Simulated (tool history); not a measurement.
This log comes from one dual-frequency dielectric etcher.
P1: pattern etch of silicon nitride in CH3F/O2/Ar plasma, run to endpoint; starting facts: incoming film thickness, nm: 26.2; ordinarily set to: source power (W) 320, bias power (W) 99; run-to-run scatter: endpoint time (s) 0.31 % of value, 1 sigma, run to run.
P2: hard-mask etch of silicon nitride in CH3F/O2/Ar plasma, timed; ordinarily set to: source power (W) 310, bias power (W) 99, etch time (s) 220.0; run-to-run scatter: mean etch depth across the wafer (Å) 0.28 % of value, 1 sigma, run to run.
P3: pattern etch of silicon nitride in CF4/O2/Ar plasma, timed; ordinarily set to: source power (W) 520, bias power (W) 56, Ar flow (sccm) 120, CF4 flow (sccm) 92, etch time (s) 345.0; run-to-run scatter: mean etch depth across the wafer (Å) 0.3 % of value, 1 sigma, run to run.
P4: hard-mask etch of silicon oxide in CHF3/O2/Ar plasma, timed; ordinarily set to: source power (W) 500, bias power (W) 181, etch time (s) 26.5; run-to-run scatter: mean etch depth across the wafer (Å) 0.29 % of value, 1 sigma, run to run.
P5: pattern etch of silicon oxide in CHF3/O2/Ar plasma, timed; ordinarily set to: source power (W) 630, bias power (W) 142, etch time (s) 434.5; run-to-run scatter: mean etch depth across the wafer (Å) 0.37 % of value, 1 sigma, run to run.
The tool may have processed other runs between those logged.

run	day	process that ran	source power (W)	bias power (W)	Ar flow (sccm)	CF4 flow (sccm)	etch time (s)	endpoint time (s)	mean etch depth across the wafer (Å)
1	0.217	P1	320	99				36.754	
2	0.396	P1	220	99				42.647	
3	0.538	P3	520	56	120	113	345.0		6842.90
4	0.679	P2	310	99			323.0		2421.70
5	0.950	P1	320	99				37.331	
6	1.167	P3	520	56	120	92	345.0		6724.20
7	1.429	P1	200	73				48.996	
8	1.679	P3	520	56	95	92	345.0		6883.30
9	1.888	P5	860	142			434.5		9392.80
# day 1.942: wet clean of the chamber
10	2.050	P4	500	181			26.5		498.75
11	2.183	P1	430	99				33.232	
12	2.362	P1	210	68				49.432	
13	2.529	P2	310	99			220.0		1647.40
14	2.779	P4	500	181			26.5		496.95
15	2.988	P1	320	99				37.089	
16	3.192	P4	500	251			26.5		559.16
17	3.438	P3	520	56	120	92	236.5		4596.20
18	3.621	P3	520	56	120	92	345.0		6719.40
19	3.833	P1	320	139				32.343	
20	4.075	P1	320	75				40.882	
21	4.204	P2	310	126			220.0		1808.30
22	4.471	P5	630	142			434.5		8324.00
23	4.646	P1	320	99				37.052	
24	4.812	P5	630	142			561.5		10785.00
25	5.071	P3	350	56	120	92	345.0		4773.80
26	5.258	P4	500	181			20.5		385.83
27	5.383	P2	180	99			220.0		1346.50
28	5.517	P1	320	99				37.293	
29	5.704	P3	520	42	120	92	345.0		5978.20
30	5.929	P1	320	99				36.960	
31	6.150	P2	310	99			220.0		1640.30
32	6.296	P5	630	142			434.5		8316.00
33	6.450	P1	320	99				37.182	
34	6.633	P5	630	191			434.5		9114.50
35	6.862	P4	350	181			26.5		438.05
36	7.079	P1	320	99				37.128	
37	7.308	P1	320	99				36.744	
38	7.554	P1	320	99				36.483	
39	7.800	P1	320	99				36.644	
# day 7.917: wet clean of the chamber
40	8.029	P1	320	99				36.547	
41	8.208	P1	320	99				36.578	
42	8.462	P1	320	99				36.455	
43	8.642	P1	320	99				36.454	

Compared with where it was, what P1 gives has crept away. Each cause listed below fits the log as well as the rest, at the size given for it:
A: bias power that arrives over what is set, % = 4.32
B: source power that arrives over what is set, % = 4.34
At approximately day 7.079, the process output began to creep.
Other possible causes, and why each is ruled out:
chamber walls in a state that raises the etch rate, %: serviced at day 7.917, after the change had begun; the process did not return to its earlier output

Consider the 4 check runs below, whose results appear as question marks and each of which averages 2 wafers. Which one distinguishes the causes, in that each cause would give it a clearly different result?
check 1	8.821	P5	630	142			434.5		?
check 2	8.821	P3	520	56	120	92	345.0		?
check 3	8.821	P2	310	99			220.0		?
check 4	8.821	P4	500	181			26.5		?

What each check would give under each cause:
check	result	if A	if B
check 1	mean etch depth across the wafer (Å)	8417.70	8442.90
check 2	mean etch depth across the wafer (Å)	6813.30	6950.90
check 3	mean etch depth across the wafer (Å)	1671.70	1671.60
check 4	mean etch depth across the wafer (Å)	507.02	507.89
Smallest distance between any two causes, each pair judged by its most separating result, in per cent: check 1 0.3 %; check 2 2 %; check 3 0.01 %; check 4 0.17 %
Only in check 2 would the causes give clearly different results; in the remaining checks their results would be nearly the same.

Check 2 was then run and gave: mean etch depth across the wafer (Å) 6799.40. Which cause is it?

It was cause A: bias power that arrives over what is set, %.
